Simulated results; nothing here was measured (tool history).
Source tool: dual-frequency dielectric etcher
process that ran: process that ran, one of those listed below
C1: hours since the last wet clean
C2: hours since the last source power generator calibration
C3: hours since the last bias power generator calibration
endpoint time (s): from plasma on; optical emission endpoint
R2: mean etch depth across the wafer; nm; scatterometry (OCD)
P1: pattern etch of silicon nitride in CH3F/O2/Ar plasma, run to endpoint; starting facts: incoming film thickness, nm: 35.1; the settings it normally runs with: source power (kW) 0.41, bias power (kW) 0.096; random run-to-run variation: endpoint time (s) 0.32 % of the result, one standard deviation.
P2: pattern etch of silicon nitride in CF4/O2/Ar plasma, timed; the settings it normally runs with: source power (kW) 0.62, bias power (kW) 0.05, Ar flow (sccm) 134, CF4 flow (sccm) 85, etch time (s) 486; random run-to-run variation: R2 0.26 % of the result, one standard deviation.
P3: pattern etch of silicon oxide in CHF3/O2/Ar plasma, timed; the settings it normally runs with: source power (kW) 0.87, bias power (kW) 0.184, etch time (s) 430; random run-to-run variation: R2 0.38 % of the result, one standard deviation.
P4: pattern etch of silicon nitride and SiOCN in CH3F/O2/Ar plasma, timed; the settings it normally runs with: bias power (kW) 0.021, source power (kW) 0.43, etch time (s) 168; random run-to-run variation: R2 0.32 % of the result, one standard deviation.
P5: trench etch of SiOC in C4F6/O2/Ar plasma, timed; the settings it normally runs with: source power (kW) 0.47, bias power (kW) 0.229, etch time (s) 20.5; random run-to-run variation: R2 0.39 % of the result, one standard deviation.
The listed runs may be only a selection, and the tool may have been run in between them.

run 1 hour=15.6 | process_that_ran=P1 source_power_(kW)=0.41 bias_power_(kW)=0.096 | C1=216.5 C2=485.1 C3=1383.4 | endpoint_time_(s)=44.642
run 2 hour=27.1 | process_that_ran=P1 source_power_(kW)=0.53 bias_power_(kW)=0.096 | C1=228 C2=496.6 C3=1394.9 | endpoint_time_(s)=40.584
run 3 hour=39.2 | process_that_ran=P5 source_power_(kW)=0.47 bias_power_(kW)=0.229 etch_time_(s)=20.5 | C1=240.1 C2=508.7 C3=1407 | R2=49.829
-- hour=44.3 source power generator calibrated
run 4 hour=51.6 | process_that_ran=P2 source_power_(kW)=0.62 bias_power_(kW)=0.05 etch_time_(s)=486 Ar_flow_(sccm)=134 CF4_flow_(sccm)=85 | C1=252.5 C2=7.3 C3=1419.4 | R2=1041
run 5 hour=61.2 | process_that_ran=P1 source_power_(kW)=0.54 bias_power_(kW)=0.118 | C1=262.1 C2=16.9 C3=1429 | endpoint_time_(s)=37.37
run 6 hour=70.5 | process_that_ran=P1 source_power_(kW)=0.41 bias_power_(kW)=0.096 | C1=271.4 C2=26.2 C3=1438.3 | endpoint_time_(s)=44.748
run 7 hour=84.4 | process_that_ran=P1 source_power_(kW)=0.41 bias_power_(kW)=0.096 | C1=285.3 C2=40.1 C3=1452.2 | endpoint_time_(s)=44.397
run 8 hour=97.8 | process_that_ran=P4 source_power_(kW)=0.43 bias_power_(kW)=0.021 etch_time_(s)=168 | C1=298.7 C2=53.5 C3=1465.6 | R2=21.97
run 9 hour=111.6 | process_that_ran=P1 source_power_(kW)=0.41 bias_power_(kW)=0.114 | C1=312.5 C2=67.3 C3=1479.4 | endpoint_time_(s)=41.98
run 10 hour=124.1 | process_that_ran=P4 source_power_(kW)=0.43 bias_power_(kW)=0.029 etch_time_(s)=168 | C1=325 C2=79.8 C3=1491.9 | R2=25.23
run 11 hour=137.7 | process_that_ran=P2 source_power_(kW)=0.62 bias_power_(kW)=0.05 etch_time_(s)=486 Ar_flow_(sccm)=104 CF4_flow_(sccm)=85 | C1=338.6 C2=93.4 C3=1505.5 | R2=1079.2
run 12 hour=148.6 | process_that_ran=P4 source_power_(kW)=0.43 bias_power_(kW)=0.021 etch_time_(s)=230 | C1=349.5 C2=104.3 C3=1516.4 | R2=29.847
run 13 hour=162.3 | process_that_ran=P3 source_power_(kW)=0.87 bias_power_(kW)=0.184 etch_time_(s)=584 | C1=363.2 C2=118 C3=1530.1 | R2=1304.3
run 14 hour=174.2 | process_that_ran=P3 source_power_(kW)=0.87 bias_power_(kW)=0.255 etch_time_(s)=430 | C1=375.1 C2=129.9 C3=1542 | R2=1078.1
run 15 hour=189.3 | process_that_ran=P4 source_power_(kW)=0.43 bias_power_(kW)=0.021 etch_time_(s)=168 | C1=390.2 C2=145 C3=1557.1 | R2=22.029
run 16 hour=200.3 | process_that_ran=P3 source_power_(kW)=1.2 bias_power_(kW)=0.184 etch_time_(s)=430 | C1=401.2 C2=156 C3=1568.1 | R2=1089.8
run 17 hour=215 | process_that_ran=P2 source_power_(kW)=0.44 bias_power_(kW)=0.05 etch_time_(s)=486 Ar_flow_(sccm)=134 CF4_flow_(sccm)=85 | C1=415.9 C2=170.7 C3=1582.8 | R2=773.98
run 18 hour=226.9 | process_that_ran=P5 source_power_(kW)=0.47 bias_power_(kW)=0.157 etch_time_(s)=20.5 | C1=427.8 C2=182.6 C3=1594.7 | R2=44.229
run 19 hour=237.9 | process_that_ran=P1 source_power_(kW)=0.41 bias_power_(kW)=0.074 | C1=438.8 C2=193.6 C3=1605.7 | endpoint_time_(s)=49.246
run 20 hour=253.2 | process_that_ran=P2 source_power_(kW)=0.62 bias_power_(kW)=0.066 etch_time_(s)=486 Ar_flow_(sccm)=134 CF4_flow_(sccm)=85 | C1=454.1 C2=208.9 C3=1621 | R2=1162.5
run 21 hour=261.8 | process_that_ran=P1 source_power_(kW)=0.41 bias_power_(kW)=0.096 | C1=462.7 C2=217.5 C3=1629.6 | endpoint_time_(s)=44.583
run 22 hour=277 | process_that_ran=P5 source_power_(kW)=0.38 bias_power_(kW)=0.229 etch_time_(s)=20.5 | C1=477.9 C2=232.7 C3=1644.8 | R2=45.924
run 23 hour=291.3 | process_that_ran=P3 source_power_(kW)=0.87 bias_power_(kW)=0.184 etch_time_(s)=430 | C1=492.2 C2=247 C3=1659.1 | R2=962.26
run 24 hour=298.8 | process_that_ran=P5 source_power_(kW)=0.47 bias_power_(kW)=0.229 etch_time_(s)=20.5 | C1=499.7 C2=254.5 C3=1666.6 | R2=49.661
run 25 hour=306.8 | process_that_ran=P5 source_power_(kW)=0.47 bias_power_(kW)=0.229 etch_time_(s)=12 | C1=507.7 C2=262.5 C3=1674.6 | R2=29.124
run 26 hour=314.8 | process_that_ran=P4 source_power_(kW)=0.59 bias_power_(kW)=0.021 etch_time_(s)=168 | C1=515.7 C2=270.5 C3=1682.6 | R2=24.439
run 27 hour=330 | process_that_ran=P2 source_power_(kW)=0.62 bias_power_(kW)=0.05 etch_time_(s)=486 Ar_flow_(sccm)=134 CF4_flow_(sccm)=113 | C1=530.9 C2=285.7 C3=1697.8 | R2=1083.9
run 28 hour=344 | process_that_ran=P2 source_power_(kW)=0.62 bias_power_(kW)=0.05 etch_time_(s)=346.5 Ar_flow_(sccm)=134 CF4_flow_(sccm)=85 | C1=544.9 C2=299.7 C3=1711.8 | R2=741.29
run 29 hour=358.8 | process_that_ran=P1 source_power_(kW)=0.3 bias_power_(kW)=0.096 | C1=559.7 C2=314.5 C3=1726.6 | endpoint_time_(s)=50.154
run 30 hour=366.9 | process_that_ran=P1 source_power_(kW)=0.41 bias_power_(kW)=0.096 | C1=567.8 C2=322.6 C3=1734.7 | endpoint_time_(s)=44.612
run 31 hour=374.9 | process_that_ran=P1 source_power_(kW)=0.41 bias_power_(kW)=0.096 | C1=575.8 C2=330.6 C3=1742.7 | endpoint_time_(s)=44.603
run 32 hour=383.9 | process_that_ran=P1 source_power_(kW)=0.41 bias_power_(kW)=0.096 | C1=584.8 C2=339.6 C3=1751.7 | endpoint_time_(s)=44.654
run 33 hour=399.9 | process_that_ran=P1 source_power_(kW)=0.41 bias_power_(kW)=0.096 | C1=600.8 C2=355.6 C3=1767.7 | endpoint_time_(s)=44.97
run 34 hour=410.4 | process_that_ran=P1 source_power_(kW)=0.41 bias_power_(kW)=0.096 | C1=611.3 C2=366.1 C3=1778.2 | endpoint_time_(s)=45.243
-- hour=424.4 wet clean of the chamber
run 35 hour=426.3 | process_that_ran=P1 source_power_(kW)=0.41 bias_power_(kW)=0.096 | C1=1.9 C2=382 C3=1794.1 | endpoint_time_(s)=45.246
run 36 hour=439.6 | process_that_ran=P1 source_power_(kW)=0.41 bias_power_(kW)=0.096 | C1=15.2 C2=395.3 C3=1807.4 | endpoint_time_(s)=45.16
run 37 hour=448 | process_that_ran=P1 source_power_(kW)=0.41 bias_power_(kW)=0.096 | C1=23.6 C2=403.7 C3=1815.8 | endpoint_time_(s)=45.33
run 38 hour=455.8 | process_that_ran=P1 source_power_(kW)=0.41 bias_power_(kW)=0.096 | C1=31.4 C2=411.5 C3=1823.6 | endpoint_time_(s)=45.026
run 39 hour=466.3 | process_that_ran=P1 source_power_(kW)=0.41 bias_power_(kW)=0.096 | C1=41.9 C2=422 C3=1834.1 | endpoint_time_(s)=45.148
run 40 hour=479.1 | process_that_ran=P1 source_power_(kW)=0.41 bias_power_(kW)=0.096 | C1=54.7 C2=434.8 C3=1846.9 | endpoint_time_(s)=45.275
run 41 hour=491 | process_that_ran=P1 source_power_(kW)=0.41 bias_power_(kW)=0.096 | C1=66.6 C2=446.7 C3=1858.8 | endpoint_time_(s)=45.275

Compared with where it was, what P1 gives has crept away. Each cause listed below fits the log as well as the rest, at the size given for it:
A: bias power that arrives under what is set, % = 4.28
B: source power that arrives under what is set, % = 4.16
Creep in the process output first set in at about hour 374.9.
What rules out each remaining cause:
chamber walls in a state that lowers the etch rate, %: work on it at hour 424.4, done after the drift set in, did not restore what the process gave before

Question marks stand in for the results of the 4 check runs listed below, each run on one wafer. Under which run would the listed causes show clearly different results?
run check 1 hour=502.9 | process_that_ran=P3 source_power_(kW)=0.87 bias_power_(kW)=0.236 etch_time_(s)=430 | R2=?
run check 2 hour=502.9 | process_that_ran=P2 source_power_(kW)=0.62 bias_power_(kW)=0.05 etch_time_(s)=486 Ar_flow_(sccm)=114 CF4_flow_(sccm)=85 | R2=?
run check 3 hour=502.9 | process_that_ran=P5 source_power_(kW)=0.47 bias_power_(kW)=0.17 etch_time_(s)=16.5 | R2=?
run check 4 hour=502.9 | process_that_ran=P4 source_power_(kW)=0.43 bias_power_(kW)=0.028 etch_time_(s)=168 | R2=?

Outcome of each check run for each possible cause:
check=check_1 result=R2 if_A=1033.3 if_B=1032.2
check=check_2 result=R2 if_A=1047.6 if_B=1026.7
check=check_3 result=R2 if_A=35.768 if_B=35.653
check=check_4 result=R2 if_A=24.386 if_B=24.525
Per check, the gap between the least separated pair of causes, taken in the result that splits them most: check 1 0.11 %; check 2 2.02 %; check 3 0.32 %; check 4 0.57 %
Of the check runs offered, only check 2 discriminates between the causes; the rest would read about the same regardless of which cause applies.

Then check 2 was run and gave: R2 1046.1 nm. Which cause is it?

The cause is A: bias power that arrives under what is set, %.
